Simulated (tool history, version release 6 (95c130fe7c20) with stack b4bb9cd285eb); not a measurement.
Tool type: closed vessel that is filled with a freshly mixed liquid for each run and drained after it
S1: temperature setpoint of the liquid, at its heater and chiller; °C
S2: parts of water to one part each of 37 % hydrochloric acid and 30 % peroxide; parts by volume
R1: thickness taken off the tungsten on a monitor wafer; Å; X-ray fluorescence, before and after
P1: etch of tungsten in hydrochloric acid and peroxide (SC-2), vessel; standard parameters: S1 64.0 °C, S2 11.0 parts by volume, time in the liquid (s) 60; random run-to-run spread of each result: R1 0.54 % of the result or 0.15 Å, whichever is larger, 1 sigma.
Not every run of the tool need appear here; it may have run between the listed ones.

Run 1, hour 4.3: S1 64.0 °C, S2 11.0 parts by volume, time in the liquid (s) 60. Result: R1 207.670 Å.
Run 2, hour 9.5: S1 64.0 °C, S2 11.0 parts by volume, time in the liquid (s) 60. Result: R1 209.120 Å.
Run 3, hour 16.0: S1 64.0 °C, S2 11.0 parts by volume, time in the liquid (s) 60. Result: R1 209.250 Å.
Run 4, hour 19.8: S1 48.5 °C, S2 11.0 parts by volume, time in the liquid (s) 35. Result: R1 45.293 Å.
Run 5, hour 24.2: S1 64.0 °C, S2 17.0 parts by volume, time in the liquid (s) 60. Result: R1 142.610 Å.
Run 6, hour 30.8: S1 52.5 °C, S2 11.0 parts by volume, time in the liquid (s) 60. Result: R1 101.060 Å.
Run 7, hour 35.3: S1 64.0 °C, S2 11.0 parts by volume, time in the liquid (s) 60. Result: R1 207.800 Å.
Run 8, hour 38.1: S1 64.0 °C, S2 4.0 parts by volume, time in the liquid (s) 60. Result: R1 451.180 Å.
Run 9, hour 42.9: S1 72.0 °C, S2 16.0 parts by volume, time in the liquid (s) 60. Result: R1 244.550 Å.
Run 10, hour 47.0: S1 72.0 °C, S2 11.0 parts by volume, time in the liquid (s) 60. Result: R1 336.720 Å.
Run 11, hour 50.3: S1 55.5 °C, S2 18.5 parts by volume, time in the liquid (s) 60. Result: R1 77.379 Å.
Run 12, hour 55.8: S1 64.0 °C, S2 11.0 parts by volume, time in the liquid (s) 60. Result: R1 207.990 Å.
Run 13, hour 59.4: S1 64.0 °C, S2 11.0 parts by volume, time in the liquid (s) 30. Result: R1 103.780 Å.
Run 14, hour 65.7: S1 64.0 °C, S2 11.0 parts by volume, time in the liquid (s) 60. Result: R1 209.430 Å.
Run 15, hour 70.2: S1 64.0 °C, S2 11.0 parts by volume, time in the liquid (s) 110. Result: R1 383.700 Å.
Run 16, hour 73.8: S1 64.0 °C, S2 11.0 parts by volume, time in the liquid (s) 60. Result: R1 206.880 Å.
Run 17, hour 76.9: S1 64.0 °C, S2 11.0 parts by volume, time in the liquid (s) 60. Result: R1 212.180 Å.
Run 18, hour 82.6: S1 64.0 °C, S2 11.0 parts by volume, time in the liquid (s) 60. Result: R1 220.700 Å.
Run 19, hour 87.5: S1 64.0 °C, S2 11.0 parts by volume, time in the liquid (s) 60. Result: R1 219.840 Å.
Run 20, hour 94.0: S1 64.0 °C, S2 11.0 parts by volume, time in the liquid (s) 60. Result: R1 223.730 Å.
Run 21, hour 99.3: S1 64.0 °C, S2 11.0 parts by volume, time in the liquid (s) 60. Result: R1 226.970 Å.
Run 22, hour 103.1: S1 64.0 °C, S2 11.0 parts by volume, time in the liquid (s) 60. Result: R1 226.160 Å.
Run 23, hour 109.0: S1 64.0 °C, S2 11.0 parts by volume, time in the liquid (s) 60. Result: R1 227.880 Å.
Run 24, hour 115.3: S1 64.0 °C, S2 11.0 parts by volume, time in the liquid (s) 60. Result: R1 227.220 Å.
Run 25, hour 119.8: S1 64.0 °C, S2 11.0 parts by volume, time in the liquid (s) 60. Result: R1 227.510 Å.
Run 26, hour 123.8: S1 64.0 °C, S2 11.0 parts by volume, time in the liquid (s) 60. Result: R1 228.950 Å.
Run 27, hour 126.9: S1 64.0 °C, S2 11.0 parts by volume, time in the liquid (s) 60. Result: R1 228.890 Å.

The log shows P1 creeping away from where it was. Any of the 2 causes listed here, at the size stated for it, fits the log just as well as the others:
A: chemicals flow above the setpoint (%) = 11.5
B: liquid hotter than its thermometer reads (K) = 1.5
The drift started at roughly hour 73.8.
Why every other cause is out:
peroxide weaker than its label (%): at most 8, giving a -7.4 % change in R1: too small, or against the direction of the creep

Each of the check runs listed below is run on 3 wafers and reports their average, with the results left as question marks. Pick the one under which the possible causes would lead to clearly different results.
Run check 1, hour 130.0: S1 57.5 °C, S2 4.0 parts by volume, time in the liquid (s) 60. Result: R1 ?.
Run check 2, hour 130.0: S1 70.5 °C, S2 14.0 parts by volume, time in the liquid (s) 60. Result: R1 ?.
Run check 3, hour 130.0: S1 70.0 °C, S2 11.0 parts by volume, time in the liquid (s) 30. Result: R1 ?.
Run check 4, hour 130.0: S1 72.0 °C, S2 11.0 parts by volume, time in the liquid (s) 95. Result: R1 ?.

If the cause were each of the candidates in turn, the checks would give the following:
  check  result     if A     if B
check 1      R1  323.100  330.870
check 2      R1  275.060  273.270
check 3      R1  163.810  163.320
check 4      R1  583.470  581.100
Minimum pairwise separation of causes per check, each pair taken at its best-separating result: check 1 2.38 %; check 2 0.65 %; check 3 0.3 %; check 4 0.41 %
Of the check runs offered, only check 1 discriminates between the causes; the rest would read about the same regardless of which cause applies.

With check 1 done, the readings were: R1 324.120 Å. Identify which of the listed causes applies.

The cause is A: chemicals flow above the setpoint (%).

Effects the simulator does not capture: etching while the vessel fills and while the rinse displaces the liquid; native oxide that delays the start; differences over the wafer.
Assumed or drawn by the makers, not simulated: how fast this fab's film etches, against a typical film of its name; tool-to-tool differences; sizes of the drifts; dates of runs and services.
